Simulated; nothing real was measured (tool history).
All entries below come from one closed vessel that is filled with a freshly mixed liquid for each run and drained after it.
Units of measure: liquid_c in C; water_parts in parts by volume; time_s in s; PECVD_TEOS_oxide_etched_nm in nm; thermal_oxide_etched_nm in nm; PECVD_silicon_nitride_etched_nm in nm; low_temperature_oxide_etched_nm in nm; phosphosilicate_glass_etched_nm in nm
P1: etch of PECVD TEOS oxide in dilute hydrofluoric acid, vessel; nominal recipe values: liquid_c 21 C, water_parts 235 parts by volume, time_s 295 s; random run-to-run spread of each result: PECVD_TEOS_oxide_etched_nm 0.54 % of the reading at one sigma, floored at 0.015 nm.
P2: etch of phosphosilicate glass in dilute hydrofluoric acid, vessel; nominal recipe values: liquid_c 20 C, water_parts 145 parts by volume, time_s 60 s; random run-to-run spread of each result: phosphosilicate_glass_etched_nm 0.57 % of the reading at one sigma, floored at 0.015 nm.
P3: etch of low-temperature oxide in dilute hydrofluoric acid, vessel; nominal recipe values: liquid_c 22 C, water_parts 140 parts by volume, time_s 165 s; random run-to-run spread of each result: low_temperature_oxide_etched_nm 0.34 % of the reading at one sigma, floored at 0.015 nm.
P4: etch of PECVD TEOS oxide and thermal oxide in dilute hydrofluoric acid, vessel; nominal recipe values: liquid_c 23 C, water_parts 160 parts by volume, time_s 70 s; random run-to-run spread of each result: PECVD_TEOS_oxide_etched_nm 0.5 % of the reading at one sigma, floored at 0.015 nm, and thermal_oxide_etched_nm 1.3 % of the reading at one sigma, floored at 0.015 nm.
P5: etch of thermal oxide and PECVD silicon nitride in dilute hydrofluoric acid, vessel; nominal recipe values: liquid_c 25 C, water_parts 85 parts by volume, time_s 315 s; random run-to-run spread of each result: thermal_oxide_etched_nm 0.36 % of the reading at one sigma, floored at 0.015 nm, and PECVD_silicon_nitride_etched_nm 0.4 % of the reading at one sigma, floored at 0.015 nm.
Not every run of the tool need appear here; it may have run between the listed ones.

| run | hour | process | liquid_c | water_parts | time_s | hours since the thermometer was replaced | hours since the hydrofluoric acid flow meter was replaced | PECVD_TEOS_oxide_etched_nm | thermal_oxide_etched_nm | PECVD_silicon_nitride_etched_nm | low_temperature_oxide_etched_nm | phosphosilicate_glass_etched_nm |
|---|---|---|---|---|---|---|---|---|---|---|---|---|
| 1 | 5.2 | P1 | 21 | 235 | 295 | 1006.3 | 322.4 | 13.342 |  |  |  |  |
| 2 | 9.2 | P5 | 33 | 85 | 315 | 1010.3 | 326.4 |  | 27.469 | 37.509 |  |  |
| 3 | 13.7 | P1 | 21 | 115 | 450 | 1014.8 | 330.9 | 47.086 |  |  |  |  |
| 4 | 21.4 | P1 | 21 | 235 | 295 | 1022.5 | 338.6 | 13.347 |  |  |  |  |
| 5 | 27.6 | P3 | 22 | 140 | 165 | 1028.7 | 344.8 |  |  |  | 17.123 |  |
| 6 | 32.3 | P1 | 17 | 235 | 295 | 1033.4 | 349.5 | 11.467 |  |  |  |  |
| 7 | 39.5 | P1 | 29.5 | 235 | 295 | 1040.6 | 356.7 | 17.976 |  |  |  |  |
| 8 | 44.3 | P1 | 21 | 235 | 590 | 1045.4 | 361.5 | 26.703 |  |  |  |  |
| 9 | 51.1 | P2 | 20 | 145 | 60 | 1052.2 | 368.3 |  |  |  |  | 46.074 |
| 10 | 55 | P1 | 21 | 70 | 295 | 1056.1 | 372.2 | 53.591 |  |  |  |  |
| 11 | 59.8 | P3 | 17 | 140 | 165 | 1060.9 | 377 |  |  |  | 13.93 |  |
| 12 | 66.9 | P1 | 17 | 90 | 295 | 1068 | 384.1 | 34.408 |  |  |  |  |
| 13 | 74.8 | P2 | 20 | 145 | 60 | 1075.9 | 392 |  |  |  |  | 46.471 |
| 14 | 79.6 | P1 | 21 | 235 | 120 | 1080.7 | 396.8 | 5.4146 |  |  |  |  |
| 15 | 86.2 | P2 | 20 | 250 | 60 | 1087.3 | 403.4 |  |  |  |  | 24.195 |
| 16 | 92.2 | P4 | 23 | 160 | 100 | 1093.3 | 409.4 | 14.029 | 2.6561 |  |  |  |
| 17 | 96.4 | P4 | 23 | 270 | 70 | 1097.5 | 413.6 | 5.1451 | 0.96104 |  |  |  |
| 18 | 102.6 | P2 | 20 | 145 | 30 | 1103.7 | 419.8 |  |  |  |  | 22.958 |
| 19 | 110.1 | P3 | 22 | 250 | 165 | 1111.2 | 427.3 |  |  |  | 8.4802 |  |
| 20 | 117.8 | P1 | 27 | 60 | 295 | 1118.9 | 435 | 79.954 |  |  |  |  |
| 21 | 124 | P5 | 25 | 85 | 475 | 1125.1 | 441.2 |  | 30.187 | 33.762 |  |  |
| 22 | 127.8 | P4 | 28.5 | 160 | 70 | 1128.9 | 445 | 12.102 | 2.2273 |  |  |  |
| 23 | 132.5 | P1 | 21 | 235 | 295 | 1133.6 | 449.7 | 13.479 |  |  |  |  |
| 24 | 139.5 | P1 | 21 | 235 | 295 | 1140.6 | 456.7 | 13.251 |  |  |  |  |
| 25 | 143.7 | P4 | 23 | 160 | 70 | 1144.8 | 460.9 | 9.9076 | 1.8156 |  |  |  |
| 26 | 150 | P3 | 22 | 140 | 30 | 1151.1 | 467.2 |  |  |  | 3.0744 |  |
| 27 | 157.5 | P4 | 23 | 160 | 70 | 1158.6 | 474.7 | 9.845 | 1.7889 |  |  |  |
| 28 | 161.2 | P5 | 25 | 125 | 315 | 1162.3 | 478.4 |  | 12.998 | 15.258 |  |  |
| 29 | 169.6 | P1 | 21 | 385 | 295 | 1170.7 | 486.8 | 7.1754 |  |  |  |  |
| 30 | 174.9 | P5 | 25 | 85 | 315 | 1176 | 492.1 |  | 20.1 | 22.545 |  |  |
| 31 | 182.6 | P2 | 17 | 145 | 60 | 1183.7 | 499.8 |  |  |  |  | 41.236 |
| 32 | 190.7 | P5 | 25 | 85 | 315 | 1191.8 | 507.9 |  | 20.191 | 22.439 |  |  |
| 33 | 196.9 | P1 | 21 | 235 | 295 | 1198 | 514.1 | 13.248 |  |  |  |  |
| 34 | 204.5 | P1 | 21 | 235 | 295 | 1205.6 | 521.7 | 13.871 |  |  |  |  |
| 35 | 212.6 | P1 | 21 | 235 | 295 | 1213.7 | 529.8 | 14.169 |  |  |  |  |
| 36 | 217.4 | P1 | 21 | 235 | 295 | 1218.5 | 534.6 | 14.171 |  |  |  |  |
| 37 | 225.3 | P1 | 21 | 235 | 295 | 1226.4 | 542.5 | 14.36 |  |  |  |  |
| 38 | 232.2 | P1 | 21 | 235 | 295 | 1233.3 | 549.4 | 14.408 |  |  |  |  |
| 39 | 237.6 | P1 | 21 | 235 | 295 | 1238.7 | 554.8 | 14.468 |  |  |  |  |
| 40 | 241.8 | P1 | 21 | 235 | 295 | 1242.9 | 559 | 14.37 |  |  |  |  |
| 41 | 248.6 | P1 | 21 | 235 | 295 | 1249.7 | 565.8 | 14.449 |  |  |  |  |

Compared with where it was, what P1 gives has crept away. Each cause listed below fits the log as well as the rest, at the size given for it:
A: hydrofluoric acid flow above the setpoint (%) = 6.36
B: liquid hotter than its thermometer reads (K) = 2.04
Creep in the process output first set in at about hour 196.9.

4 check runs are offered, one wafer each, their results left as question marks. Which one tells the causes apart?
| check 1 | 255.4 | P4 | 27.5 | 245 | 70 |  |  | ? | ? |  |  |  |
| check 2 | 255.4 | P5 | 25 | 120 | 315 |  |  |  | ? | ? |  |  |
| check 3 | 255.4 | P3 | 22 | 215 | 165 |  |  |  |  |  | ? |  |
| check 4 | 255.4 | P2 | 17 | 145 | 60 |  |  |  |  |  |  | ? |

Predicted outcomes, by check and by cause:
| check | result | if A | if B |
|---|---|---|---|
| check 1 | PECVD_TEOS_oxide_etched_nm | 7.4715 | 7.408 |
| check 1 | thermal_oxide_etched_nm | 1.386 | 1.3742 |
| check 2 | thermal_oxide_etched_nm | 14.636 | 14.748 |
| check 2 | PECVD_silicon_nitride_etched_nm | 17 | 18.23 |
| check 3 | low_temperature_oxide_etched_nm | 11.052 | 11.06 |
| check 4 | phosphosilicate_glass_etched_nm | 43.817 | 44.385 |
Separation of the two closest causes in each check, using whichever result separates them best: check 1 0.85 %; check 2 6.99 %; check 3 0.07 %; check 4 1.29 %
The causes can be told apart only by check 2. The other checks would give nearly the same results under each of them.

Here is what check 2 returned: thermal_oxide_etched_nm 14.605 nm; PECVD_silicon_nitride_etched_nm 17.054 nm. Which cause is it?

It is A: hydrofluoric acid flow above the setpoint (%).
